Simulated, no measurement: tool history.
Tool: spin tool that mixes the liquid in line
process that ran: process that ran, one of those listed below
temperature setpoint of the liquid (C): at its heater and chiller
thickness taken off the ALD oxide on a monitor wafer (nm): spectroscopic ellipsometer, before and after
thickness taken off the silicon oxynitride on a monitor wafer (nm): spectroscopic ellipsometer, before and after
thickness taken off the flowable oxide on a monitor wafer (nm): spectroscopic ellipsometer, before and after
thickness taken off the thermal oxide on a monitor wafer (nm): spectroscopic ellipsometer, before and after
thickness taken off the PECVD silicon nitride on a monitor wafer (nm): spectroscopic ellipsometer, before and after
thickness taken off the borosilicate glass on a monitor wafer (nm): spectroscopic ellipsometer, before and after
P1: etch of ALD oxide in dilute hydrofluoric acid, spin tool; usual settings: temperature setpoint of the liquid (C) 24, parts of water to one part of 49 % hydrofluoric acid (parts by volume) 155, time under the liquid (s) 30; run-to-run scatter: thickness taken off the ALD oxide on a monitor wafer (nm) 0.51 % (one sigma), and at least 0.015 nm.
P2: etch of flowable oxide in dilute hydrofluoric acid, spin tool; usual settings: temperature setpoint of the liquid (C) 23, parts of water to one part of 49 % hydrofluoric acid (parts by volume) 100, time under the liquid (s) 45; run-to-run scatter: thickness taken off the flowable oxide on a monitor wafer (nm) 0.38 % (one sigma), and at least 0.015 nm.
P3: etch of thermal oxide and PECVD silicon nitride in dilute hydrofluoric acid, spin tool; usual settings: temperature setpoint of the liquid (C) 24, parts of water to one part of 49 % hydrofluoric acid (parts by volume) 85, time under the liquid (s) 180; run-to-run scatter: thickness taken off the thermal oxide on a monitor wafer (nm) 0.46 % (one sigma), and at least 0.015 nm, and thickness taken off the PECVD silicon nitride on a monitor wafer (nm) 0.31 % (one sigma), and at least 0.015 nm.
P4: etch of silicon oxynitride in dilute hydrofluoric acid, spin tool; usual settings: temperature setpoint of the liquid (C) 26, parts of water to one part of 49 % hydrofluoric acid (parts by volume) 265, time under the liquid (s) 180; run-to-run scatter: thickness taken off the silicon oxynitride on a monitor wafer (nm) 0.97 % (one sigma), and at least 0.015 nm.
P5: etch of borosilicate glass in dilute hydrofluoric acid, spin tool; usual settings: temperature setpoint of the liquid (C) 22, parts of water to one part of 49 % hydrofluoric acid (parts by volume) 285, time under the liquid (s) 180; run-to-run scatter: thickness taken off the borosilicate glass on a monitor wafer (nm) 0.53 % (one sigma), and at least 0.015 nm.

run	hour	process that ran	temperature setpoint of the liquid (C)	parts of water to one part of 49 % hydrofluoric acid (parts by volume)	time under the liquid (s)	hours since the thermometer was replaced	hours since the hydrofluoric acid flow meter was replaced	thickness taken off the ALD oxide on a monitor wafer (nm)	thickness taken off the silicon oxynitride on a monitor wafer (nm)	thickness taken off the flowable oxide on a monitor wafer (nm)	thickness taken off the thermal oxide on a monitor wafer (nm)	thickness taken off the PECVD silicon nitride on a monitor wafer (nm)	thickness taken off the borosilicate glass on a monitor wafer (nm)
1	12.9	P1	24	155	30	667.9	89.5	5.9807					
2	28.9	P4	26	90	180	683.9	105.5		7.1906				
3	38.1	P2	23	100	45	693.1	114.7			14.655			
4	54.8	P3	18.5	85	180	709.8	131.4				8.3132	6.292	
5	67	P1	24	155	30	722	143.6	5.9383					
6	84.6	P1	24	230	30	739.6	161.2	3.6988					
7	97	P1	20	280	30	752	173.6	2.5108					
8	111.3	P2	23	100	45	766.3	187.9			14.625			
9	120.6	P4	26	265	345	775.6	197.2		4.0318				
10	128.8	P1	24	155	30	783.8	205.4	5.9443					
11	147.4	P1	17	155	45	802.4	224	6.7624					
12	163.8	P1	17	155	30	818.8	240.4	4.4598					
13	179.4	P5	22	285	310	834.4	256						19.656
14	193.1	P5	17	285	180	848.1	269.7						9.489
15	209.3	P3	24	85	180	864.3	285.9				10.485	9.1621	
16	219.4	P3	24	25	180	874.4	296				37.66	30.224	
17	234.9	P4	33.5	265	180	889.9	311.5		2.852				
18	250.7	P5	22	70	180	905.7	327.3						57.718
19	264.6	P1	24	155	30	919.6	341.2	5.9309					
20	273.5	P1	24	155	60	928.5	350.1	11.815					
21	291.7	P4	26	265	180	946.7	368.3		2.0561				
22	305.3	P1	24	55	30	960.3	381.9	18.844					
23	322.7	P2	23	55	45	977.7	399.3			27.955			
24	337.1	P1	24	155	15	992.1	413.7	2.9819					
25	351.3	P4	26	265	180	1006.3	427.9		2.1037				
26	364.7	P3	24	85	35	1019.7	441.3				2.0128	1.7828	
27	379.7	P5	22	285	180	1034.7	456.3						11.311
28	388.5	P1	29.5	155	30	1043.5	465.1	7.2469					
29	403.1	P2	23	100	20	1058.1	479.7			6.5313			
30	416.6	P2	31	100	45	1071.6	493.2			19.905			
31	425	P1	24	155	30	1080	501.6	5.951					
32	442.3	P1	24	60	15	1097.3	518.9	8.5681					
33	455.6	P1	24	155	30	1110.6	532.2	5.9162					
34	473.4	P1	24	155	30	1128.4	550	6.0869					
35	491	P1	24	155	30	1146	567.6	6.1724					
36	504	P1	24	155	30	1159	580.6	6.2254					
37	515.4	P1	24	155	30	1170.4	592	6.2055					
38	533.6	P1	24	155	30	1188.6	610.2	6.2538					
39	548.5	P1	24	155	30	1203.5	625.1	6.2655					
40	558.2	P1	24	155	30	1213.2	634.8	6.2554					
41	566.3	P1	24	155	30	1221.3	642.9	6.2896					

What P1 gives has crept away from where it was. These 2 causes fit the log equally well, each at the size given:
A: liquid hotter than its thermometer reads (K) = 1.46
B: hydrofluoric acid flow above the setpoint (%) = 4.79
The creep began at about hour 455.6.

4 check runs are offered, one wafer each, their results left as question marks. Which one tells the causes apart?
check 1	574.4	P2	23	65	45					?			
check 2	574.4	P3	24	40	180						?	?	
check 3	574.4	P4	26	150	265				?				
check 4	574.4	P5	22	110	280								?

What each check would give under each cause:
check	result	if A	if B
check 1	thickness taken off the flowable oxide on a monitor wafer (nm)	24.926	24.704
check 2	thickness taken off the thermal oxide on a monitor wafer (nm)	24.806	24.536
check 2	thickness taken off the PECVD silicon nitride on a monitor wafer (nm)	21.187	20.097
check 3	thickness taken off the silicon oxynitride on a monitor wafer (nm)	6.3912	6.3112
check 4	thickness taken off the borosilicate glass on a monitor wafer (nm)	58.026	57.709
How far apart the two closest causes lie, in the result that separates them most: check 1 0.9 %; check 2 5.28 %; check 3 1.26 %; check 4 0.55 %
Check 2 tells the causes apart: in the others they would give nearly the same result.

Then check 2 was run and gave: thickness taken off the thermal oxide on a monitor wafer (nm) 24.585; thickness taken off the PECVD silicon nitride on a monitor wafer (nm) 21.275. Which cause is it?

It is A: liquid hotter than its thermometer reads (K).

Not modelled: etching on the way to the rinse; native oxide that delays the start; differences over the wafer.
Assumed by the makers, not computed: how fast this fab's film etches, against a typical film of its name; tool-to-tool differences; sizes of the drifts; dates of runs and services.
